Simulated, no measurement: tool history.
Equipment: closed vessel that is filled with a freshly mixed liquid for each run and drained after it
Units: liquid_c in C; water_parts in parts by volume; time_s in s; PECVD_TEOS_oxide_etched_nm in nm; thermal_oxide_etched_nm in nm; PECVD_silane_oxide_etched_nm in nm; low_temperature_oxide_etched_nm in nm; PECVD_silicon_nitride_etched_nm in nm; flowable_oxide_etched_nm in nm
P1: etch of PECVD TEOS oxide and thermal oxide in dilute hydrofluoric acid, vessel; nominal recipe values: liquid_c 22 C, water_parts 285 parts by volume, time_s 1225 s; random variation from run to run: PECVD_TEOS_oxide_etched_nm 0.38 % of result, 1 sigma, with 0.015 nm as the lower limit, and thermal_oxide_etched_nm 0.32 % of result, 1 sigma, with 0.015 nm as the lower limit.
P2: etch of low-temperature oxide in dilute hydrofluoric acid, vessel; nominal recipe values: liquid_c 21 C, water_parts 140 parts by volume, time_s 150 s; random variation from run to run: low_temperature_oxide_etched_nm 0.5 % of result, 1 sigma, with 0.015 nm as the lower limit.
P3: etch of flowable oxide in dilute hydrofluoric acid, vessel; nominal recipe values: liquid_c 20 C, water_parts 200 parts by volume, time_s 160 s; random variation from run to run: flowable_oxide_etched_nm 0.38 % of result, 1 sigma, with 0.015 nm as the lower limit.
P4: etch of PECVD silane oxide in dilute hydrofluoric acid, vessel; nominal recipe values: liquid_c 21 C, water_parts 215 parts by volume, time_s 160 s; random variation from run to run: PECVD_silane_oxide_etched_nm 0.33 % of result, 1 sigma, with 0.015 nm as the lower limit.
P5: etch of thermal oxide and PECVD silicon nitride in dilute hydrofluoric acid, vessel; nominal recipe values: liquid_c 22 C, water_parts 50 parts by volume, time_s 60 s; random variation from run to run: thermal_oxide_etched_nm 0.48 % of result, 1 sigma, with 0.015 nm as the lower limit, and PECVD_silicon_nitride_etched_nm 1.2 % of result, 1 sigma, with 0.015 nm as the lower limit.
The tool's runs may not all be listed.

run,hour,process,liquid_c,water_parts,time_s,hours since the thermometer was replaced,hours since the hydrofluoric acid flow meter was replaced,PECVD_TEOS_oxide_etched_nm,thermal_oxide_etched_nm,PECVD_silane_oxide_etched_nm,low_temperature_oxide_etched_nm,PECVD_silicon_nitride_etched_nm,flowable_oxide_etched_nm
1,11.7,P1,22,285,1225,517.8,746.7,32.5040,16.0800,,,,
2,20.8,P4,21,215,30,526.9,755.8,,,2.7519,,,
3,29.9,P2,21,140,255,536.0,764.9,,,,41.745,,
4,40.0,P5,22,85,60,546.1,775.0,,3.4211,,,1.2760,
5,47.6,P1,22,285,1225,553.7,782.6,32.3790,16.1100,,,,
6,62.2,P4,28,215,160,568.3,797.2,,,19.0130,,,
7,79.4,P1,22,285,1900,585.5,814.4,50.5260,24.8740,,,,
8,89.7,P2,17,140,150,595.8,824.7,,,,21.008,,
9,101.5,P1,22,285,1225,607.6,836.5,32.4440,16.1430,,,,
10,112.0,P3,20,340,160,618.1,847.0,,,,,,15.0600
11,121.6,P1,18,285,240,627.7,856.6,5.4787,2.7055,,,,
12,135.7,P1,22,495,1225,641.8,870.7,15.4830,7.7071,,,,
13,150.0,P5,17,50,60,656.1,885.0,,4.8854,,,1.5881,
14,161.8,P1,17,285,1225,667.9,896.8,27.1260,13.4370,,,,
15,178.1,P4,21,215,160,684.2,913.1,,,14.6750,,,
16,192.4,P1,22,130,1225,698.5,927.4,83.1560,41.4880,,,,
17,204.0,P3,20,200,160,710.1,939.0,,,,,,29.1540
18,217.6,P4,21,120,160,723.7,952.6,,,29.0820,,,
19,225.6,P1,30,285,1225,731.7,960.6,42.6440,21.1610,,,,
20,235.4,P1,22,285,1225,741.5,970.4,32.5070,16.0470,,,,
21,243.6,P5,22,50,60,749.7,978.6,,6.0702,,,2.1354,
22,251.5,P2,21,225,150,757.6,986.5,,,,14.004,,
23,266.2,P3,20,200,160,772.3,1001.2,,,,,,29.1260
24,276.5,P2,21,140,150,782.6,1011.5,,,,24.377,,
25,292.8,P5,22,50,100,798.9,1027.8,,9.9859,,,3.6209,
26,308.7,P5,22,50,60,814.8,1043.7,,6.0379,,,2.2021,
27,317.0,P1,22,90,1730,823.1,1052.0,177.5600,88.6120,,,,
28,331.2,P3,26,200,160,837.3,1066.2,,,,,,36.1780
29,345.0,P1,22,285,520,851.1,1080.0,13.7270,6.8324,,,,
30,354.6,P3,20,200,30,860.7,1089.6,,,,,,5.4295
31,370.1,P1,22,80,50,876.2,1105.1,5.8946,2.8999,,,,
32,383.9,P1,22,285,1225,890.0,1118.9,32.4210,16.1040,,,,
33,396.9,P1,22,285,1225,903.0,1131.9,33.6040,16.6040,,,,
34,410.3,P1,22,285,1225,916.4,1145.3,34.3330,16.9930,,,,
35,424.1,P1,22,285,1225,930.2,1159.1,34.4350,17.0870,,,,
36,440.5,P1,22,285,1225,946.6,1175.5,34.6180,17.2730,,,,
37,450.3,P1,22,285,1225,956.4,1185.3,34.8040,17.1420,,,,
38,463.7,P1,22,285,1225,969.8,1198.7,34.8410,17.2920,,,,

The log shows P1 creeping away from where it was. Any of the 2 causes listed here, at the size stated for it, fits the log just as well as the others:
A: hydrofluoric acid flow above the setpoint (%) = 5.63
B: liquid hotter than its thermometer reads (K) = 1.96
The creep began at about hour 383.9.

4 check runs are offered, each on 2 wafers whose results are averaged, their results left as question marks. Which one tells the causes apart?
check 1,477.1,P4,28,215,50,,,,,?,,,
check 2,477.1,P5,22,80,100,,,,?,,,?,
check 3,477.1,P3,20,325,160,,,,,,,,?
check 4,477.1,P2,21,200,150,,,,,,?,,

What every check run would give for each of its results, assuming each possible cause in turn:
check,result,if A,if B
check 1,PECVD_silane_oxide_etched_nm,6.3529,6.3508
check 2,thermal_oxide_etched_nm,6.4379,6.5655
check 2,PECVD_silicon_nitride_etched_nm,2.4081,2.6028
check 3,flowable_oxide_etched_nm,17.0800,17.0750
check 4,low_temperature_oxide_etched_nm,17.289,17.438
Per check, the gap between the least separated pair of causes, taken in the result that splits them most: check 1 0.03 %; check 2 7.77 %; check 3 0.03 %; check 4 0.85 %
The other checks would show nearly matching results whichever cause is true, so check 2 is the only one that separates the causes.

Running check 2 produced the following: thermal_oxide_etched_nm 6.5488 nm; PECVD_silicon_nitride_etched_nm 2.5809 nm. Which one of the listed causes fits?

The cause is B: liquid hotter than its thermometer reads (K).
